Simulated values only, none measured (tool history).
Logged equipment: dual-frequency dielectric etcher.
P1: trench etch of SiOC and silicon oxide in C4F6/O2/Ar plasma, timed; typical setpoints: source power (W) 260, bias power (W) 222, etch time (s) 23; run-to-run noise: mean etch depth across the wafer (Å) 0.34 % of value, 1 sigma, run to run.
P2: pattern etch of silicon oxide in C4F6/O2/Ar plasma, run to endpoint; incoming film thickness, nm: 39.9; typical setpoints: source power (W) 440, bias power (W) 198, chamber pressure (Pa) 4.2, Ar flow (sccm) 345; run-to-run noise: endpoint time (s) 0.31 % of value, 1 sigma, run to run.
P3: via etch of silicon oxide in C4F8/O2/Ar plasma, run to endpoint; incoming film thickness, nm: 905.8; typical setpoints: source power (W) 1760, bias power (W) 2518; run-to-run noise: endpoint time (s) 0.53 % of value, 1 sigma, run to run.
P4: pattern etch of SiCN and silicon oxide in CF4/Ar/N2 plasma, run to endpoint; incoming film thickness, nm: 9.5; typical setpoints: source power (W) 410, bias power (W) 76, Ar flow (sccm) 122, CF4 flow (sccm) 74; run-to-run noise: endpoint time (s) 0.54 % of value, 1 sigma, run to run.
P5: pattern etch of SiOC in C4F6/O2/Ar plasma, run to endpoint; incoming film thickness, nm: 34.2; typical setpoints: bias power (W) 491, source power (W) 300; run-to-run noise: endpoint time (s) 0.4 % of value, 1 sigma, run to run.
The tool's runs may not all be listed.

run,hour,process that ran,source power (W),bias power (W),etch time (s),chamber pressure (Pa),Ar flow (sccm),CF4 flow (sccm),mean etch depth across the wafer (Å),endpoint time (s)
1,4.7,P1,260,222,23,,,,406.36,
2,10.9,P1,260,175,23,,,,375.69,
3,17.7,P1,260,222,31.5,,,,558.64,
4,26,P2,440,198,,4.2,345,,,12.205
5,34.1,P5,240,491,,,,,,14.006
6,41.2,P1,330,222,23,,,,443.77,
7,49.1,P1,260,222,23,,,,405.08,
8,54.4,P4,410,76,,,80,74,,11.404
9,62.5,P4,410,76,,,122,105,,11.5
10,72,P1,260,222,23,,,,405.3,
11,77.3,P2,260,198,,4.2,345,,,15.09
12,83.8,P2,440,198,,4.2,438,,,12.606
13,93.7,P2,440,198,,4.2,345,,,12.209
14,102.7,P5,300,491,,,,,,12.837
15,109.9,P3,1070,2518,,,,,,217.59
16,117.4,P1,260,222,23,,,,407.56,
17,122.8,P1,260,222,23,,,,407.15,
18,128.7,P1,260,274,27.5,,,,520.56,
19,137.7,P5,300,307,,,,,,15.222
20,145.3,P3,1760,2518,,,,,,178.21
21,152.3,P5,300,491,,,,,,12.892
22,158.3,P3,1760,3184,,,,,,164.63
23,168.5,P1,220,222,23,,,,382.28,
24,174.7,P1,260,222,12.5,,,,221.84,
25,182.4,P1,170,222,30,,,,452.27,
26,191.7,P1,350,154,23,,,,404.41,
27,201.1,P4,560,76,,,122,74,,9.1491
28,207.7,P2,440,198,,5.33,345,,,12.598
29,214.3,P2,440,121,,4.2,345,,,14.173
30,219,P1,260,222,23,,,,408.85,
31,228.2,P3,1760,2518,,,,,,178.39
32,234.6,P4,410,101,,,122,74,,10.905
33,239.3,P4,410,76,,,122,74,,12.092
34,249.7,P1,260,304,23,,,,452.97,
35,255.3,P1,260,222,23,,,,405.16,
36,261,P1,260,222,23,,,,405.71,
37,267.7,P1,260,222,23,,,,401.63,

The next listed run, before its measurement:
38,272.3,P1,260,222,23,,,,?,

Run 38 measured mean etch depth across the wafer (Å) 404.31.
